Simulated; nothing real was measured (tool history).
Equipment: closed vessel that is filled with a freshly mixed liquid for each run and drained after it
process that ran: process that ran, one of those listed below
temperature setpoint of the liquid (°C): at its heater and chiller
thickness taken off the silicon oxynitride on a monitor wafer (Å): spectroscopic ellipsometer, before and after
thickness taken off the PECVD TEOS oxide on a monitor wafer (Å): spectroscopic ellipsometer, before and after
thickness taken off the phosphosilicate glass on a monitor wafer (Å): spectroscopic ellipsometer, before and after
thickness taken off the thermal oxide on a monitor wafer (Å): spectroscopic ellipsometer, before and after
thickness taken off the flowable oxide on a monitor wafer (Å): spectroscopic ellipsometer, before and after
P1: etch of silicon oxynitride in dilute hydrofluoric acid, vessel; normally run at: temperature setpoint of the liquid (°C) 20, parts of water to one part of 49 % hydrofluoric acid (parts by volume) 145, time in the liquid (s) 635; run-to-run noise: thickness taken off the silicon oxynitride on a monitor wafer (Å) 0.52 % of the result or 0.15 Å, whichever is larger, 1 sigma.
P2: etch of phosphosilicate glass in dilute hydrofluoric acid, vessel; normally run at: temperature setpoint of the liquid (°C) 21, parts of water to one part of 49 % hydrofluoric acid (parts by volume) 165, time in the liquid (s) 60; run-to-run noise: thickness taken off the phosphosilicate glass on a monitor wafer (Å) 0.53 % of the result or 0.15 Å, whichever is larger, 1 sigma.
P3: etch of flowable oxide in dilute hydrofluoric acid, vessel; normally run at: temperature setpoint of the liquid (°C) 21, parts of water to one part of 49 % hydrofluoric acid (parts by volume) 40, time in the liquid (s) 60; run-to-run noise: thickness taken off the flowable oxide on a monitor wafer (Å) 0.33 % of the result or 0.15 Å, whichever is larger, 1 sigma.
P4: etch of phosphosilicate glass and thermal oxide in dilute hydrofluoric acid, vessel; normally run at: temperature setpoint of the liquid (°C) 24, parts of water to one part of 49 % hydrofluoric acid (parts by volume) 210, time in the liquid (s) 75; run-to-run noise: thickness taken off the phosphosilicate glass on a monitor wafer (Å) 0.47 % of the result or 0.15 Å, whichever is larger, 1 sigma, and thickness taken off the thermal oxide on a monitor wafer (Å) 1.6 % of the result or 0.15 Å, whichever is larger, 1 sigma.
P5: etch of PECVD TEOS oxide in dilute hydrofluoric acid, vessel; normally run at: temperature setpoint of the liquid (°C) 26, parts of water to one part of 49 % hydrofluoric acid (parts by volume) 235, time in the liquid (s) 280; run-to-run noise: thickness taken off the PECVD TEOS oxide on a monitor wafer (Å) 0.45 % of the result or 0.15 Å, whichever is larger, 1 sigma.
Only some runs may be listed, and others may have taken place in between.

run     day  process that ran  temperature setpoint of the liquid (°C)  parts of water to one part of 49 % hydrofluoric acid (parts by volume)  time in the liquid (s)  hours since the thermometer was replaced  hours since the hydrofluoric acid flow meter was replaced  thickness taken off the silicon oxynitride on a monitor wafer (Å)  thickness taken off the PECVD TEOS oxide on a monitor wafer (Å)  thickness taken off the phosphosilicate glass on a monitor wafer (Å)  thickness taken off the thermal oxide on a monitor wafer (Å)  thickness taken off the flowable oxide on a monitor wafer (Å)
  1   0.462                P1                                       20                                                                     145                     635                                    1155.9                                                        372                                                             167.68
  2   0.883                P1                                       20                                                                     145                    1020                                      1166                                                      382.1                                                             266.19
  3   1.358                P5                                       26                                                                     235                     280                                    1177.4                                                      393.5                                                                                                                              283.73
  4   1.883                P1                                       20                                                                     250                     635                                      1190                                                      406.1                                                             89.374
  5   2.392                P1                                       17                                                                     145                     635                                    1202.2                                                      418.3                                                             143.98
  6   2.817                P2                                       21                                                                     165                      60                                    1212.4                                                      428.5                                                                                                                                                                                                    527.06
  7   3.458                P2                                       21                                                                     165                     115                                    1227.8                                                      443.9                                                                                                                                                                                                    1006.4
  8   3.912                P1                                       20                                                                      90                     230                                    1238.7                                                      454.8                                                             99.936
  9   4.404                P1                                       20                                                                     210                     180                                    1250.5                                                      466.6                                                             31.327
 10     4.8                P4                                       24                                                                     210                      75                                      1260                                                      476.1                                                                                                                                                                                                     356.4                                                        15.485
 11   5.188                P4                                       24                                                                     210                     140                                    1269.3                                                      485.4                                                                                                                                                                                                    659.11                                                        29.046
 12   5.696                P1                                       20                                                                     145                     635                                    1281.5                                                      497.6                                                             166.07
 13   6.117                P4                                       28                                                                     210                      75                                    1291.6                                                      507.7                                                                                                                                                                                                    408.17                                                          17.3
 14   6.658                P1                                       20                                                                     145                     635                                    1304.6                                                      520.7                                                             165.51
 15   7.108                P1                                       20                                                                     145                     635                                    1315.4                                                      531.5                                                             165.17
 16   7.788                P1                                       20                                                                     145                     635                                    1331.7                                                      547.8                                                             165.84
 17   8.279                P4                                       24                                                                      40                      75                                    1343.5                                                      559.6                                                                                                                                                                                                      2292                                                        98.135
 18   8.579                P5                                       26                                                                     235                      30                                    1350.7                                                      566.8                                                                                                                              30.491
 19   9.133                P3                                       21                                                                      40                      60                                      1364                                                      580.1                                                                                                                                                                                                                                                                                                                                 347.23
 20   9.562                P1                                       25                                                                     145                     635                                    1374.3                                                      590.4                                                             209.96
 21  10.196                P3                                       17                                                                      40                      60                                    1389.5                                                      605.6                                                                                                                                                                                                                                                                                                                                  295.1
 22   10.55                P3                                       21                                                                      40                     115                                      1398                                                      614.1                                                                                                                                                                                                                                                                                                                                 666.31
 23  11.012                P2                                       21                                                                     165                      60                                    1409.1                                                      625.2                                                                                                                                                                                                    529.15
 24  11.412                P4                                       24                                                                     210                      75                                    1418.7                                                      634.8                                                                                                                                                                                                    356.35                                                        15.707
 25  11.829                P3                                       21                                                                      40                      60                                    1428.7                                                      644.8                                                                                                                                                                                                                                                                                                                                 347.04
 26  12.338                P2                                       28                                                                     165                      60                                    1440.9                                                        657                                                                                                                                                                                                    682.92
 27  12.696                P1                                       20                                                                     145                     230                                    1449.5                                                      665.6                                                             60.441
 28  13.054                P1                                       20                                                                      85                     635                                    1458.1                                                      674.2                                                             295.29
 29  13.458                P5                                     19.5                                                                     235                     280                                    1467.8                                                      683.9                                                                                                                              225.48
 30  14.154                P2                                       21                                                                      55                      60                                    1484.5                                                      700.6                                                                                                                                                                                                    1780.4
 31    14.5                P3                                       21                                                                      20                      60                                    1492.8                                                      708.9                                                                                                                                                                                                                                                                                                                                 721.09
 32  14.804                P1                                       20                                                                     145                     635                                    1500.1                                                      716.2                                                             166.49
 33  15.138                P5                                       26                                                                     425                     280                                    1508.1                                                      724.2                                                                                                                              131.15
 34  15.508                P1                                       20                                                                     145                     635                                      1517                                                      733.1                                                             167.87
 35  15.912                P1                                       20                                                                     145                     635                                    1526.7                                                      742.8                                                             165.43
 36  16.367                P1                                       20                                                                     145                     635                                    1537.6                                                      753.7                                                             173.36
 37   16.85                P1                                       20                                                                     145                     635                                    1549.2                                                      765.3                                                             178.43
 38  17.388                P1                                       20                                                                     145                     635                                    1562.1                                                      778.2                                                             182.33
 39  17.721                P1                                       20                                                                     145                     635                                    1570.1                                                      786.2                                                             182.21
 40  18.096                P1                                       20                                                                     145                     635                                    1579.1                                                      795.2                                                             184.56
 41  18.721                P1                                       20                                                                     145                     635                                    1594.1                                                      810.2                                                             185.22
 42  19.367                P1                                       20                                                                     145                     635                                    1609.6                                                      825.7                                                             184.65

The log shows P1 creeping away from where it was. Any of the 2 causes listed here, at the size stated for it, fits the log just as well as the others:
A: hydrofluoric acid flow above the setpoint (%) = 11
B: liquid hotter than its thermometer reads (K) = 2.43
Onset of the creep was near day 15.912.

4 check runs are offered, one wafer each, their results left as question marks. Which one tells the causes apart?
check 1  20.012                P2                                       21                                                                      55                      60                                                                                                                                                                                                                                                                                                              ?
check 2  20.012                P5                                       26                                                                     420                     105                                                                                                                                                                                                                                        ?
check 3  20.012                P3                                       21                                                                      20                     115                                                                                                                                                                                                                                                                                                                                                                                                                                           ?
check 4  20.012                P4                                       24                                                                      50                      75                                                                                                                                                                                                                                                                                                              ?                                                             ?

What every check run would give for each of its results, assuming each possible cause in turn:
  check                                                                result    if A    if B
check 1  thickness taken off the phosphosilicate glass on a monitor wafer (Å)  2000.8  1980.9
check 2       thickness taken off the PECVD TEOS oxide on a monitor wafer (Å)  57.586  53.825
check 3         thickness taken off the flowable oxide on a monitor wafer (Å)  1530.1  1525.8
check 4  thickness taken off the phosphosilicate glass on a monitor wafer (Å)  2021.6    1998
check 4          thickness taken off the thermal oxide on a monitor wafer (Å)  87.297  86.275
Smallest distance between any two causes, each pair judged by its most separating result, in per cent: check 1 1 %; check 2 6.75 %; check 3 0.28 %; check 4 1.18 %
Only check 2 tells the causes apart: in the others they would give nearly the same result.

Check 2 was then run and gave: thickness taken off the PECVD TEOS oxide on a monitor wafer (Å) 57.155. Which cause is it?

The correct cause is A, namely: hydrofluoric acid flow above the setpoint (%).

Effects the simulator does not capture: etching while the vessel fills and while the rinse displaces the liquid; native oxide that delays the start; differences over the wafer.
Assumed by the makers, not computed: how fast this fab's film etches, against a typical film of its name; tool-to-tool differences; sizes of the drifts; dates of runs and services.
